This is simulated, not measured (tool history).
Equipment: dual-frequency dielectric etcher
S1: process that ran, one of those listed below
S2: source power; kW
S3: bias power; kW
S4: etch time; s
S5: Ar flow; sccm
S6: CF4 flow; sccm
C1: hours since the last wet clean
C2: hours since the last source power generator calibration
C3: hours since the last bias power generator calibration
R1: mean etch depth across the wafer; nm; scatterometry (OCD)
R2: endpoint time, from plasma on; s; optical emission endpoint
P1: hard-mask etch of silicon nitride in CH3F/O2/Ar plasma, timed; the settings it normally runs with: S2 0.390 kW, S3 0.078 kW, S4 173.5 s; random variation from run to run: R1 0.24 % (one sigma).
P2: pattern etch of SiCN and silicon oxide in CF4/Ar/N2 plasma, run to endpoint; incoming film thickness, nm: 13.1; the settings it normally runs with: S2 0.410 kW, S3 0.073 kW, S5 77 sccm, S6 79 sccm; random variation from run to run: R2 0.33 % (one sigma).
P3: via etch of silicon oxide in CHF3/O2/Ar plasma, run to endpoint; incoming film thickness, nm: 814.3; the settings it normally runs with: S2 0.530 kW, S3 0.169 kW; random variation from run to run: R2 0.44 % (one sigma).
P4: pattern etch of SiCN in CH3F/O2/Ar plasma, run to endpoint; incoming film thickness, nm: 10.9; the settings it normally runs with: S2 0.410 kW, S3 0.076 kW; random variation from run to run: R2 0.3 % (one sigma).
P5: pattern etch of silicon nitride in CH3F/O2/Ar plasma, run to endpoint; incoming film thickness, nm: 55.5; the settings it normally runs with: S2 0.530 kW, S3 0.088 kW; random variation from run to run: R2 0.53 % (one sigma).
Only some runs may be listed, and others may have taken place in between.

| run | day | S1 | S2 | S3 | S4 | S5 | S6 | C1 | C2 | C3 | R1 | R2 |
|---|---|---|---|---|---|---|---|---|---|---|---|---|
| 1 | 0.338 | P1 | 0.390 | 0.078 | 173.5 |  |  | 69.2 | 505.5 | 3336.6 | 122.530 |  |
| 2 | 0.792 | P3 | 0.530 | 0.222 |  |  |  | 80.1 | 516.4 | 3347.5 |  | 393.200 |
| 3 | 1.438 | P1 | 0.390 | 0.060 | 173.5 |  |  | 95.6 | 531.9 | 3363.0 | 112.460 |  |
| 4 | 2.075 | P1 | 0.390 | 0.078 | 173.5 |  |  | 110.9 | 547.2 | 3378.3 | 122.600 |  |
| 5 | 2.546 | P3 | 0.710 | 0.169 |  |  |  | 122.2 | 558.5 | 3389.6 |  | 388.160 |
| 6 | 2.992 | P5 | 0.530 | 0.088 |  |  |  | 132.9 | 569.2 | 3400.3 |  | 69.127 |
| 7 | 3.617 | P2 | 0.410 | 0.073 |  | 77 | 79 | 147.9 | 584.2 | 3415.3 |  | 15.744 |
| 8 | 4.225 | P4 | 0.410 | 0.076 |  |  |  | 162.5 | 598.8 | 3429.9 |  | 29.198 |
| 9 | 4.792 | P1 | 0.280 | 0.108 | 173.5 |  |  | 176.1 | 612.4 | 3443.5 | 121.970 |  |
| 10 | 5.200 | P4 | 0.550 | 0.076 |  |  |  | 185.9 | 622.2 | 3453.3 |  | 25.954 |
| 11 | 5.775 | P3 | 0.530 | 0.169 |  |  |  | 199.7 | 636.0 | 3467.1 |  | 433.360 |
| 12 | 6.242 | P1 | 0.390 | 0.100 | 173.5 |  |  | 210.9 | 647.2 | 3478.3 | 133.650 |  |
| 13 | 6.700 | P1 | 0.390 | 0.078 | 173.5 |  |  | 221.9 | 658.2 | 3489.3 | 122.480 |  |
| 14 | 7.125 | P1 | 0.390 | 0.078 | 173.5 |  |  | 232.1 | 668.4 | 3499.5 | 122.960 |  |
| 15 | 7.683 | P2 | 0.410 | 0.045 |  | 77 | 79 | 245.5 | 681.8 | 3512.9 |  | 18.279 |
| 16 | 8.238 | P4 | 0.410 | 0.076 |  |  |  | 258.8 | 695.1 | 3526.2 |  | 29.015 |
| 17 | 8.746 | P2 | 0.410 | 0.073 |  | 106 | 79 | 271.0 | 707.3 | 3538.4 |  | 16.655 |
| 18 | 9.275 | P5 | 0.530 | 0.057 |  |  |  | 283.7 | 720.0 | 3551.1 |  | 79.733 |
| 19 | 9.600 | P5 | 0.690 | 0.088 |  |  |  | 291.5 | 727.8 | 3558.9 |  | 62.560 |
| 20 | 9.954 | P1 | 0.390 | 0.078 | 247.5 |  |  | 300.0 | 736.3 | 3567.4 | 175.330 |  |
| 21 | 10.558 | P1 | 0.300 | 0.078 | 173.5 |  |  | 314.5 | 750.8 | 3581.9 | 111.460 |  |
| 22 | 10.929 | P2 | 0.410 | 0.073 |  | 77 | 111 | 323.4 | 759.7 | 3590.8 |  | 15.145 |
| 23 | 11.225 | P1 | 0.480 | 0.078 | 173.5 |  |  | 330.5 | 766.8 | 3597.9 | 132.710 |  |
| 24 | 11.862 | P1 | 0.390 | 0.078 | 95.5 |  |  | 345.8 | 782.1 | 3613.2 | 67.445 |  |
| 25 | 12.467 | P2 | 0.540 | 0.073 |  | 77 | 79 | 360.3 | 796.6 | 3627.7 |  | 12.401 |
| 26 | 12.875 | P3 | 0.530 | 0.169 |  |  |  | 370.1 | 806.4 | 3637.5 |  | 431.290 |
| 27 | 13.179 | P4 | 0.410 | 0.097 |  |  |  | 377.4 | 813.7 | 3644.8 |  | 26.451 |
| 28 | 13.783 | P1 | 0.390 | 0.078 | 173.5 |  |  | 391.9 | 828.2 | 3659.3 | 123.080 |  |
| 29 | 14.446 | P1 | 0.390 | 0.078 | 173.5 |  |  | 407.8 | 844.1 | 3675.2 | 123.470 |  |
| 30 | 15.096 | P1 | 0.390 | 0.078 | 173.5 |  |  | 423.4 | 859.7 | 3690.8 | 123.900 |  |
| 31 | 15.408 | P1 | 0.390 | 0.078 | 173.5 |  |  | 430.9 | 867.2 | 3698.3 | 124.580 |  |
| 32 | 15.992 | P1 | 0.390 | 0.078 | 173.5 |  |  | 444.9 | 881.2 | 3712.3 | 124.360 |  |
| 33 | 16.462 | P1 | 0.390 | 0.078 | 173.5 |  |  | 456.2 | 892.5 | 3723.6 | 124.030 |  |

Run 34 is up next; what results do you expect?
|  | 16.692 | wet clean of the chamber |
| 34 | 17.038 | P1 | 0.390 | 0.078 | 173.5 |  |  | 8.4 | 906.3 | 3737.4 | ? |  |

R1: 124.340 nm

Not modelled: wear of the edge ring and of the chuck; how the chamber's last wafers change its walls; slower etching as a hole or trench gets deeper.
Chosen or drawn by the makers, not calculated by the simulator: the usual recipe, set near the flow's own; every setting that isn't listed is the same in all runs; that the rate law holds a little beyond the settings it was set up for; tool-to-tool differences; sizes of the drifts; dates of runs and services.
